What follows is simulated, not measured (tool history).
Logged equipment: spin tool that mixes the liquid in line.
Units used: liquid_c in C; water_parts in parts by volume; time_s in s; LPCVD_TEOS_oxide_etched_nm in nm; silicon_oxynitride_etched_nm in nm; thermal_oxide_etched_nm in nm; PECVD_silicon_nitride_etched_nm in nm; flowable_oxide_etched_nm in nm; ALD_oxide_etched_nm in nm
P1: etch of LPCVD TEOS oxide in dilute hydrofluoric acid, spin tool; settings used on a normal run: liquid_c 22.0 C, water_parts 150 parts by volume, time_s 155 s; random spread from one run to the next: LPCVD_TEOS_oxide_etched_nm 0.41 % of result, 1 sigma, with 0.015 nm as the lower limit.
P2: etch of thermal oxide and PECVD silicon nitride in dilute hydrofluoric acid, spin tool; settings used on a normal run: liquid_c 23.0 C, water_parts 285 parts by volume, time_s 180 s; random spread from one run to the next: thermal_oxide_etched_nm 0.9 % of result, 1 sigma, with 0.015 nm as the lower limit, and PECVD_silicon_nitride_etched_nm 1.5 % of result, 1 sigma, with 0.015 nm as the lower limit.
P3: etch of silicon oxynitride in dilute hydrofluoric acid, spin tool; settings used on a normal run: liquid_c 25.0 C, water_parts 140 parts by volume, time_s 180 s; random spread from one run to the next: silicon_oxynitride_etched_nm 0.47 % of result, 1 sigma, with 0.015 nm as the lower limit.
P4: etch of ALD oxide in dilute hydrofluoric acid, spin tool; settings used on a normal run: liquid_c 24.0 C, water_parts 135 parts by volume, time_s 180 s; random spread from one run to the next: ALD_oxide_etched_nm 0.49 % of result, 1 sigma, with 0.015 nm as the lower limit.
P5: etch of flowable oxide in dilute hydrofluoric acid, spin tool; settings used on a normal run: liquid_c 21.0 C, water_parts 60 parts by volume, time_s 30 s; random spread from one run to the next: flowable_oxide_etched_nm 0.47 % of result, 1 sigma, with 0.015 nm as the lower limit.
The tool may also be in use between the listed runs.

run     day  process  liquid_c  water_parts  time_s  hours since the thermometer was replaced  hours since the hydrofluoric acid flow meter was replaced  LPCVD_TEOS_oxide_etched_nm  silicon_oxynitride_etched_nm  thermal_oxide_etched_nm  PECVD_silicon_nitride_etched_nm  flowable_oxide_etched_nm  ALD_oxide_etched_nm
  1   0.688       P1      22.0          150     155                                     218.8                                                      706.0                      36.815
  2   1.400       P1      22.0           45     155                                     235.9                                                      723.1                     138.960
  3   2.133       P3      25.0          140     180                                     253.5                                                      740.7                                                    5.9554
  4   2.875       P1      25.5          150      40                                     271.3                                                      758.5                      10.845
  5   3.525       P2      23.0          285     180                                     286.9                                                      774.1                                                                             2.3029                           1.6501
  6   3.958       P3      19.5          140     180                                     297.3                                                      784.5                                                    4.5838
  7   4.388       P2      30.5          285     180                                     307.6                                                      794.8                                                                             2.9760                           2.4927
  8   4.921       P2      23.0           90     180                                     320.4                                                      807.6                                                                             8.9435                           5.1785
  9   5.279       P5      27.0           60      30                                     329.0                                                      816.2                                                                                                                                        33.148
 10   5.946       P4      24.0          135     180                                     345.0                                                      832.2                                                                                                                                                            12.5980
 11   6.642       P3      25.0          255     180                                     361.7                                                      848.9                                                    2.9853
 12   7.188       P2      23.0          285     180                                     374.8                                                      862.0                                                                             2.3084                           1.6701
 13   7.783       P1      22.0          150     155                                     389.1                                                      876.3                      36.742
 14   8.325       P1      22.0          150      40                                     402.1                                                      889.3                       9.416
 15   8.908       P1      28.5          150     155                                     416.1                                                      903.3                      46.545
 16   9.667       P1      22.0          150     155                                     434.3                                                      921.5                      36.596
 17  10.029       P1      22.0          150     155                                     443.0                                                      930.2                      36.579
 18  10.838       P5      21.0           60      30                                     462.4                                                      949.6                                                                                                                                        25.896
 19  11.446       P4      24.0          135      65                                     477.0                                                      964.2                                                                                                                                                             4.5437
 20  12.129       P4      24.0          240     180                                     493.4                                                      980.6                                                                                                                                                             6.3239
 21  12.629       P3      25.0          140      60                                     505.4                                                      992.6                                                    1.9920
 22  13.192       P4      18.0          135     180                                     518.9                                                     1006.1                                                                                                                                                             9.9466
 23  13.683       P1      17.0          150     155                                     530.7                                                     1017.9                      30.043
 24  14.138       P4      24.0          135     180                                     541.6                                                     1028.8                                                                                                                                                            12.6780
 25  14.921       P1      22.0          150     155                                     560.4                                                     1047.6                      36.845
 26  15.529       P1      22.0          150     155                                     575.0                                                     1062.2                      36.952
 27  16.138       P5      21.0           60      15                                     589.6                                                     1076.8                                                                                                                                        12.983
 28  16.550       P1      22.0          235     155                                     599.5                                                     1086.7                      21.421
 29  17.167       P1      17.0           85     155                                     614.3                                                     1101.5                      56.722
 30  17.617       P3      25.0          140     180                                     625.1                                                     1112.3                                                    5.9604
 31  17.992       P1      22.0          150     245                                     634.1                                                     1121.3                      57.480
 32  18.542       P2      23.0          285     360                                     647.3                                                     1134.5                                                                             4.6199                           3.1840
 33  19.217       P5      21.0          105      30                                     663.5                                                     1150.7                                                                                                                                        14.125
 34  19.604       P1      22.0          150     155                                     672.8                                                     1160.0                      36.678
 35  20.150       P1      22.0          150     155                                     685.9                                                     1173.1                      38.253
 36  20.771       P1      22.0          150     155                                     700.8                                                     1188.0                      38.898
 37  21.571       P1      22.0          150     155                                     720.0                                                     1207.2                      39.931
 38  22.021       P1      22.0          150     155                                     730.8                                                     1218.0                      39.620
 39  22.475       P1      22.0          150     155                                     741.7                                                     1228.9                      39.781

Run 40 has not been measured yet. What should we expect?
 40  23.179       P1      22.0          150     155                                     758.6                                                     1245.8                           ?

LPCVD_TEOS_oxide_etched_nm: 39.813 nm

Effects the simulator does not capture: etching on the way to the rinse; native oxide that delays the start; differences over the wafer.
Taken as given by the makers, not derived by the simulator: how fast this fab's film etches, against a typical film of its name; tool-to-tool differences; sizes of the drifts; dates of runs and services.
